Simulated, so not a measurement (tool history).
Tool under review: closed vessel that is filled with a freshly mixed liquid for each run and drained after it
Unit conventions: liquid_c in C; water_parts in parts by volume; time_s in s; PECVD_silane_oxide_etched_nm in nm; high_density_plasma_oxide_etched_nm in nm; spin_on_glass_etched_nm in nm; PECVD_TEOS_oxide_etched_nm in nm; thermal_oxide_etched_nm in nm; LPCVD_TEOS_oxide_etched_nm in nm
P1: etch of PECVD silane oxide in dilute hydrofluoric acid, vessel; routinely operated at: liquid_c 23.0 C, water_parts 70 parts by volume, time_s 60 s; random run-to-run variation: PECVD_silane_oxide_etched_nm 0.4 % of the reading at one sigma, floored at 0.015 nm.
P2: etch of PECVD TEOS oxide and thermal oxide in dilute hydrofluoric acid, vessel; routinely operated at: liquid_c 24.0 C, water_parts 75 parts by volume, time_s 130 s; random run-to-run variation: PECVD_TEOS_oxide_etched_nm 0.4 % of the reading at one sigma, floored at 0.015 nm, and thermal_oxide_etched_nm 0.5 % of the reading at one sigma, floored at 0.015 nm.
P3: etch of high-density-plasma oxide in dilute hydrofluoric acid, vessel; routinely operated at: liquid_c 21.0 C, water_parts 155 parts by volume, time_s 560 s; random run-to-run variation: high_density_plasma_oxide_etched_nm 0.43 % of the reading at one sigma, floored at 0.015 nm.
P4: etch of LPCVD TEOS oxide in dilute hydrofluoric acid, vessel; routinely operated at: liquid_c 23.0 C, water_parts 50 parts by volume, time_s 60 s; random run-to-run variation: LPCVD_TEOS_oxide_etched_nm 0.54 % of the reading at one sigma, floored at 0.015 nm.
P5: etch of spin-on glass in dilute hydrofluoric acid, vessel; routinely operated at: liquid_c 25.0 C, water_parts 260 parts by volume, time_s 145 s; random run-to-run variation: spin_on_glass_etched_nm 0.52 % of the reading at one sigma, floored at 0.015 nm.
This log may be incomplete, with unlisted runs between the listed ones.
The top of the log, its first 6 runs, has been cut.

run   hour  process  liquid_c  water_parts  time_s  hours since the thermometer was replaced  hours since the hydrofluoric acid flow meter was replaced  PECVD_silane_oxide_etched_nm  high_density_plasma_oxide_etched_nm  spin_on_glass_etched_nm  PECVD_TEOS_oxide_etched_nm  thermal_oxide_etched_nm  LPCVD_TEOS_oxide_etched_nm
  7   29.9       P1      23.0           70      30                                    1264.5                                                      538.2                        8.0320
  8   35.5       P5      25.0          260     145                                    1270.1                                                      543.8                                                                                     25.6640
  9   39.3       P3      21.0          155     100                                    1273.9                                                      547.6                                                             4.9387
 10   45.2       P4      28.0           50      60                                    1279.8                                                      553.5                                                                                                                                                                       25.392
 11   48.9       P1      23.0           70      60                                    1283.5                                                      557.2                       16.0800
 12   53.2       P1      23.0          110      60                                    1287.8                                                      561.5                        9.7405
 13   56.0       P5      25.0          260     145                                    1290.6                                                      564.3                                                                                     25.8180
 14   60.1       P1      23.0           70      95                                    1294.7                                                      568.4                       25.5110
 15   64.0       P5      21.0          260     145                                    1298.6                                                      572.3                                                                                     22.1420
 16   69.4       P1      23.0           70      60                                    1304.0                                                      577.7                       16.1800
 17   73.5       P1      17.0           70      60                                    1308.1                                                      581.8                       12.4970
 18   77.8       P1      23.0           70      60                                    1312.4                                                      586.1                       16.1950
 19   83.8       P1      23.0          100     105                                    1318.4                                                      592.1                       19.1980
 20   86.9       P2      18.5           75     130                                    1321.5                                                      595.2                                                                                                                 19.0380                   6.7141
 21   90.3       P5      25.0          260      35                                    1324.9                                                      598.6                                                                                      6.1455
 22   93.8       P2      24.0           75     130                                    1328.4                                                      602.1                                                                                                                 23.8550                   8.3288
 23   98.4       P4      23.0           20      60                                    1333.0                                                      606.7                                                                                                                                                                       54.316
 24  104.8       P4      23.0           50      60                                    1339.4                                                      613.1                                                                                                                                                                       20.762
 25  108.4       P2      24.0           75      45                                    1343.0                                                      616.7                                                                                                                  8.2836                   2.8987
 26  113.4       P4      23.0           50     110                                    1348.0                                                      621.7                                                                                                                                                                       37.882

Forecast run 27:
 27  118.6       P3      17.0          155     560                                    1353.2                                                      626.9                                                                  ?

Run 27 gave high_density_plasma_oxide_etched_nm 23.4510 nm.

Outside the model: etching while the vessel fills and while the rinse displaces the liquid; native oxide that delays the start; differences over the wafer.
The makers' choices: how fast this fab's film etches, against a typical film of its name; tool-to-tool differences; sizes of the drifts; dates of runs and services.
